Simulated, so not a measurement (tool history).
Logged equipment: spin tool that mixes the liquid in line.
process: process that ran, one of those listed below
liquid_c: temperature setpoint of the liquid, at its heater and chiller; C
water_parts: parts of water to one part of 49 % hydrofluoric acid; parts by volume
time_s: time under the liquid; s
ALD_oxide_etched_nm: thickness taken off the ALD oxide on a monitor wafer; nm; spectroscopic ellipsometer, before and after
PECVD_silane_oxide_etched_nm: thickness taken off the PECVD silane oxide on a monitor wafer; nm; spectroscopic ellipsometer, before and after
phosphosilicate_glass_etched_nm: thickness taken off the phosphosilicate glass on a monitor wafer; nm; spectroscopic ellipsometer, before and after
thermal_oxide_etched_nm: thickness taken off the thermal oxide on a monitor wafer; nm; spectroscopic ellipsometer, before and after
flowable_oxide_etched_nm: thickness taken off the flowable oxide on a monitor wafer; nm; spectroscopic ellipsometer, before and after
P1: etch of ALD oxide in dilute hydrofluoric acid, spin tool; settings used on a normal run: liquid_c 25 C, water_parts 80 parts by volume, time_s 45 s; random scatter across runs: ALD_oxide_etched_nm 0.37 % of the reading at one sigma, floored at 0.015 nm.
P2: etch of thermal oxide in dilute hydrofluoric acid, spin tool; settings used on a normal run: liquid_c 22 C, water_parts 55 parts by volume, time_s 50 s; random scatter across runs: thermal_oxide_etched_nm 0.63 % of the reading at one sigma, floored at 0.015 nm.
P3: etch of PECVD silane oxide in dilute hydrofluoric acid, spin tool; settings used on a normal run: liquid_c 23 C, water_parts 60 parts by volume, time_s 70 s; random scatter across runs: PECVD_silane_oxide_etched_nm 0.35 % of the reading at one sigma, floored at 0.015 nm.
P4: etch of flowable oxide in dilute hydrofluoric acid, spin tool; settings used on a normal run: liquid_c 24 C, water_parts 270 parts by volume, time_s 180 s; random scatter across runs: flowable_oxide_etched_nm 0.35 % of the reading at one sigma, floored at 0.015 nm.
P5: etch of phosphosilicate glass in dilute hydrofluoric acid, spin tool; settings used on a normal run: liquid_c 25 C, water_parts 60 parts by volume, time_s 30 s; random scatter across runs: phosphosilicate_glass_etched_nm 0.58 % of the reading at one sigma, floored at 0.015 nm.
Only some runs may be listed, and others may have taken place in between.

run   hour  process  liquid_c  water_parts  time_s  hours since the thermometer was replaced  hours since the hydrofluoric acid flow meter was replaced  ALD_oxide_etched_nm  PECVD_silane_oxide_etched_nm  phosphosilicate_glass_etched_nm  thermal_oxide_etched_nm  flowable_oxide_etched_nm
  1    8.7       P1        25           80      45                                       616                                                      381.5               5.8314
  2   17.2       P3        23           60      70                                     624.5                                                        390                                             39.697
  3   31.6       P1      29.5           80      45                                     638.9                                                      404.4               6.9804
  4   38.8       P5        25           60      15                                     646.1                                                      411.6                                                                              48.544
  5   49.1       P2        18           55      50                                     656.4                                                      421.9                                                                                                       3.6528
  6   57.1       P4        32          270     180                                     664.4                                                      429.9                                                                                                                                 41.443
  7   71.3       P4        24          125     180                                     678.6                                                      444.1                                                                                                                                 79.643
  8   80.9       P1        31           30      45                                     688.2                                                      453.7               21.309
  9   87.5       P3        23           85      70                                     694.8                                                      460.3                                             27.037
 10   94.7       P4        24          270     180                                       702                                                      467.5                                                                                                                                 31.781
 11  107.6       P1        25           80      45                                     714.9                                                      480.4               5.8481
 12  121.2       P5      32.5           60      30                                     728.5                                                        494                                                                              131.49
 13    133       P1        25          140      45                                     740.3                                                      505.8               3.1077
 14  141.3       P1        25           80      45                                     748.6                                                      514.1               5.8315
 15  148.7       P1        25           20      45                                       756                                                      521.5               25.428
 16  162.5       P1      30.5          130      45                                     769.8                                                      535.3               4.1772
 17  175.7       P3      30.5           60      70                                       783                                                      548.5                                             53.008
 18  189.8       P2        22           55      50                                     797.1                                                      562.6                                                                                                       4.2728
 19  202.7       P1        25           80      85                                       810                                                      575.5               11.051
 20  212.1       P5        25           20      30                                     819.4                                                      584.9                                                                              309.14
 21  219.3       P3        23           60      20                                     826.6                                                      592.1                                             11.283
 22  231.3       P1      19.5           80      45                                     838.6                                                      604.1               4.6674
 23  239.3       P4        24          270     320                                     846.6                                                      612.1                                                                                                                                 56.443
 24  249.9       P1        25           80      45                                     857.2                                                      622.7                5.842
 25  257.7       P1        25           80      45                                       865                                                      630.5               5.8565
 26    269       P1        25           80      15                                     876.3                                                      641.8               1.9795
 27  283.8       P5        25           60      30                                     891.1                                                      656.6                                                                              98.569
 28  295.9       P1      21.5           80      15                                     903.2                                                      668.7               1.6595
 29    308       P2        22           55      15                                     915.3                                                      680.8                                                                                                       1.2689
 30  322.8       P1        25           80      45                                     930.1                                                      695.6               5.8726
 31  333.3       P3        23           60      70                                     940.6                                                      706.1                                             39.398
 32  341.5       P2        22           90      50                                     948.8                                                      714.3                                                                                                       2.4713
 33  354.8       P1        25           80      45                                     962.1                                                      727.6               5.8315
 34    363       P1        25           80      45                                     970.3                                                      735.8               6.0819
 35  371.7       P1        25           80      45                                       979                                                      744.5                6.199
 36  381.5       P1        25           80      45                                     988.8                                                      754.3               6.2949
 37  390.7       P1        25           80      45                                       998                                                      763.5               6.3396
 38    403       P1        25           80      45                                    1010.3                                                      775.8               6.3802
 39    412       P1        25           80      45                                    1019.3                                                      784.8               6.3209

Compared with where it was, what P1 gives has crept away. Each cause listed below fits the log as well as the rest, at the size given for it:
A: hydrofluoric acid flow above the setpoint (%) = 7.61
B: liquid hotter than its thermometer reads (K) = 2.05
At approximately hour 354.8, the process output began to creep.

Below are 4 check runs, each on a single wafer, with their results shown as question marks. Which of them would tell the listed causes apart, meaning the causes would give clearly different results under it?
check 1   421       P2        22           75      15                                                                                                                                                                                                                 ?
check 2   421       P3        26           60      70                                                                                                                                                       ?
check 3   421       P5        32           60      15                                                                                                                                                                                        ?
check 4   421       P4      31.5          270     260                                                                                                                                                                                                                                           ?

What each check would give under each cause:
  check                           result     if A    if B
check 1          thermal_oxide_etched_nm  0.99335   0.997
check 2     PECVD_silane_oxide_etched_nm   48.388  48.511
check 3  phosphosilicate_glass_etched_nm   69.701  69.539
check 4         flowable_oxide_etched_nm   64.735  62.786
Gap, in per cent, between the two causes that each check separates least, read from the result that separates them most: check 1 0.37 %; check 2 0.25 %; check 3 0.23 %; check 4 3.06 %
Of the check runs offered, only check 4 discriminates between the causes; the rest would read about the same regardless of which cause applies.

Check 4 has now been run. It gave: flowable_oxide_etched_nm 63.027 nm. Which of the candidate causes is it?

Of the candidate causes, it is B: liquid hotter than its thermometer reads (K).
